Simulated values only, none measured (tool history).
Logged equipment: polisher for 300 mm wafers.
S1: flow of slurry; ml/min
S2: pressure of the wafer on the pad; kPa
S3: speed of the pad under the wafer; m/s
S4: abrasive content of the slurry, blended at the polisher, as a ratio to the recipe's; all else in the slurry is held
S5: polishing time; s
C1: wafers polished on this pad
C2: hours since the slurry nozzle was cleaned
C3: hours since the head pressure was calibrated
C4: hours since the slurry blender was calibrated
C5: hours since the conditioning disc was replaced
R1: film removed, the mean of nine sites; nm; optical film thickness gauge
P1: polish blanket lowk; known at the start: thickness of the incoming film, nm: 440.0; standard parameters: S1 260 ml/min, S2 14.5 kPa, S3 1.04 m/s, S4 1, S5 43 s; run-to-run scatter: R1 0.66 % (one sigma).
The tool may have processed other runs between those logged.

run   hour   S1    S2    S3    S4  S5    C1     C2     C3     C4     C5      R1
  1   11.2  260  14.5  1.04     1  43   851  182.9  662.4   38.9   77.5  22.908
  2   23.4  260   8.3  1.04     1  43   992  195.1  674.6   51.1   89.7  13.092
  3     31  260  14.5  0.52     1  43  1079  202.7  682.2   58.7   97.3  13.092
  4   41.7  260  17.9   0.6     1  43  1203  213.4  692.9   69.4    108  18.277
      48.3  -- head pressure recalibrated
  5     49  260  14.5  1.04     1  43  1287  220.7    0.8   76.7  115.3  22.961
  6   57.7  345  14.5  1.04     1  43  1388  229.4    9.5   85.4    124  23.636
  7   66.8  260  14.5  1.04     1  68  1493  238.5   18.6   94.5  133.1  36.258
  8   79.4  260  14.5  1.04     1  28  1638  251.1   31.2  107.1  145.7  14.926
      80.2  -- slurry nozzle cleaned
  9     89  260  21.4  1.04     1  43  1749    8.9   40.8  116.7  155.3  33.611
 10  100.3  260  14.5  1.04  0.55  43  1880   20.2   52.1    128  166.6  16.874
     102.8  -- slurry blender recalibrated
 11    108  260  14.5  1.04     1  43  1968   27.9   59.8    5.3  174.3  22.684
 12  118.1  260  14.5  1.04     1  43  2085     38   69.9   15.4  184.4   22.75
 13  124.7  260   9.7  1.04     1  64  2161   44.6   76.5     22    191  22.695
 14  134.9  155  14.5  1.04     1  43  2279   54.8   86.7   32.2  201.2  21.173
 15  143.7  260  14.5  1.04     1  43  2381   63.6   95.5     41    210  22.971
 16  155.2  260  14.5  1.04  1.25  43  2513   75.1    107   52.5  221.5  25.038
 17  160.7  260  14.5  1.62     1  43  2577   80.6  112.5     58    227  32.424
 18  166.4  260  14.5  1.04     1  43  2643   86.3  118.2   63.7  232.7  22.982
 19  178.1  260  14.5  1.04     1  43  2778     98  129.9   75.4  244.4  21.583
 20  187.9  260  14.5  1.04     1  43  2891  107.8  139.7   85.2  254.2   20.46
 21  197.9  260  14.5  1.04     1  43  3006  117.8  149.7   95.2  264.2  20.454
     199.3  -- conditioning disc replaced and pad reconditioned
 22  206.5  260  14.5  1.04     1  43  3106  126.4  158.3  103.8    7.2  20.316
     207.4  -- worn pad replaced by a new one
     207.8  -- slurry nozzle cleaned
 23    213  260  14.5  1.04     1  43    65    5.3  164.8  110.3   13.7  20.235
 24  224.3  260  14.5  1.04     1  43   196   16.6  176.1  121.6     25  20.194

Something has made what P1 gives creep away from where it was; the 2 causes below, each at its own stated size, fit the log equally well:
A: abrasive missing from the slurry, % = 22.2
B: head's pressure below its setpoint, % = 11.5
The onset of the drift is placed at about hour 166.4.
Excluded causes, each with its reason:
removal rate lost through wear of the pad, %: maintenance at hour 207.4, after the shift began, did not return the process to its former output
slurry flow missing at the pad, %: maintenance at hour 207.8, after the shift began, did not return the process to its former output
time polished since the conditioner stopped cutting, s: maintenance at hour 199.3, after the shift began, did not return the process to its former output

Consider the 4 check runs below, whose results appear as question marks and each of which averages 5 wafers. Which one distinguishes the causes, in that each cause would give it a clearly different result?
check 1  235.6  155  14.5  1.04     1  65                       ?
check 2  235.6  260     9   1.6     1  43                       ?
check 3  235.6  260  21.4  1.04  0.65  43                       ?
check 4  235.6  260  14.5  1.52     1  64                       ?

What every check run would give for each of its results, assuming each possible cause in turn:
  check  result    if A    if B
check 1      R1   28.57  28.564
check 2      R1  17.681  17.677
check 3      R1  23.365  23.993
check 4      R1  40.802  40.793
Minimum pairwise separation of causes per check, each pair taken at its best-separating result: check 1 0.02 %; check 2 0.02 %; check 3 2.65 %; check 4 0.02 %
Only check 3 tells the causes apart: in the others they would give nearly the same result.

Check 3 has now been run. It gave: R1 23.467 nm. Which of the candidate causes is it?

It is A: abrasive missing from the slurry, %.

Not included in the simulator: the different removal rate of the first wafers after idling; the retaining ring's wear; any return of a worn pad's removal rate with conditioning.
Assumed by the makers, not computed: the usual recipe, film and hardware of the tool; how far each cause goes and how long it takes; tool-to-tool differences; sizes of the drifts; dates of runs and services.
